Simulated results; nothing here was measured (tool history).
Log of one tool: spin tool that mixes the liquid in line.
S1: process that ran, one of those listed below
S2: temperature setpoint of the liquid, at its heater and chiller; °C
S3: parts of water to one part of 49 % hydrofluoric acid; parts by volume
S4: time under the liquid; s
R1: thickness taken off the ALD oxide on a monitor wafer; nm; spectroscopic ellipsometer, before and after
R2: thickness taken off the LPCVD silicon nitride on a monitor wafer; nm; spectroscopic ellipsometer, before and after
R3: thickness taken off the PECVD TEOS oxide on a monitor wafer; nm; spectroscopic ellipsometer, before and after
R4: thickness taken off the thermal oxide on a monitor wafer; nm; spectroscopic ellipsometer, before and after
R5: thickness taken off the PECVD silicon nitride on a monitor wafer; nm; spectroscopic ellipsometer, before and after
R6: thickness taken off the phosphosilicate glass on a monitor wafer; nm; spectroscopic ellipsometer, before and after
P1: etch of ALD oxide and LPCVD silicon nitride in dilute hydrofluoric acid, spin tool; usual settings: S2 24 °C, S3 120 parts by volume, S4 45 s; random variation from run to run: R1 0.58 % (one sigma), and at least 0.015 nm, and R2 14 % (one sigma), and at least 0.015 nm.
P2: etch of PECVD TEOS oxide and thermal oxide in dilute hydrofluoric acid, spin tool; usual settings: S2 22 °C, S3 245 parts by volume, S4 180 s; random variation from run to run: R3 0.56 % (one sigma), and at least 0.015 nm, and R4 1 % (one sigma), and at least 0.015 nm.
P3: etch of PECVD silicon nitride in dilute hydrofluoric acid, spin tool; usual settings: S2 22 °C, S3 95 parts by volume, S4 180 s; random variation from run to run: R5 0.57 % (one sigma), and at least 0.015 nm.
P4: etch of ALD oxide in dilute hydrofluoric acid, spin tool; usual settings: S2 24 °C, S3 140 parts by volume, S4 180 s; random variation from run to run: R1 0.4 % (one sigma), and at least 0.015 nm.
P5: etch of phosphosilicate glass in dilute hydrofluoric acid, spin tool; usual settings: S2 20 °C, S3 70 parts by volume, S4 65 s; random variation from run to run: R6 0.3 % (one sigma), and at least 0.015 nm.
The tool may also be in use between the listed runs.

run   hour  S1  S2   S3   S4       R1        R2       R3       R4        R5      R6
  1   12.0  P1  24  120   45   7.2448  0.193840
  2   24.1  P2  17  245  180                     5.41200  2.14670
  3   36.0  P3  29   95  180                                       11.91200
  4   47.4  P4  24  140  180  12.2920
  5   64.8  P1  24  190   45   4.2457  0.084172
  6   78.3  P2  22  245  180                     6.61780  2.59380
  7   96.2  P1  24  120   45   7.2757  0.148960
  8  115.5  P5  20   70   30                                                 26.559
  9  133.3  P1  24   20   45  49.7430  1.242500
 10  145.4  P2  22  445  180                     2.99650  1.22520
 11  161.8  P1  24  120   45   7.2486  0.197600
 12  170.7  P3  22   95  180                                        7.51590
 13  185.9  P1  31  120   45   9.5027  0.279690
 14  203.8  P3  22  170  180                                        4.25520
 15  214.2  P1  24  120   45   7.2770  0.233570
 16  225.4  P1  24  120   45   7.2570  0.248040
 17  235.8  P5  17   70   65                                                 50.678
 18  249.3  P4  24  215  180   7.4661
 19  266.1  P4  24  140  345  23.8590
 20  281.6  P1  18  120   45   5.6376  0.119380
 21  292.8  P1  24   55   75  28.3260  0.528740
 22  309.7  P2  22  245   15                     0.56158  0.20818
 23  321.2  P1  24  120   15   2.4190  0.071474
 24  340.2  P5  20   70   65                                                 57.129
 25  357.9  P4  31  140  180  15.9230
 26  374.1  P4  24  140  180  12.4660
 27  391.8  P1  24  120   45   7.2608  0.208020
 28  409.0  P3  22   95   15                                        0.62561
 29  421.3  P1  24  120   75  11.8850  0.259600
 30  434.7  P5  20  110   65                                                 35.085
 31  443.4  P1  24  120   45   7.2061  0.164130
 32  455.8  P1  24  120   45   7.3549  0.193310

Forecast run 33:
 33  468.9  P1  24  120  45   ?   ?

Run 33 gave R1 7.5042 nm, R2 0.186040 nm.
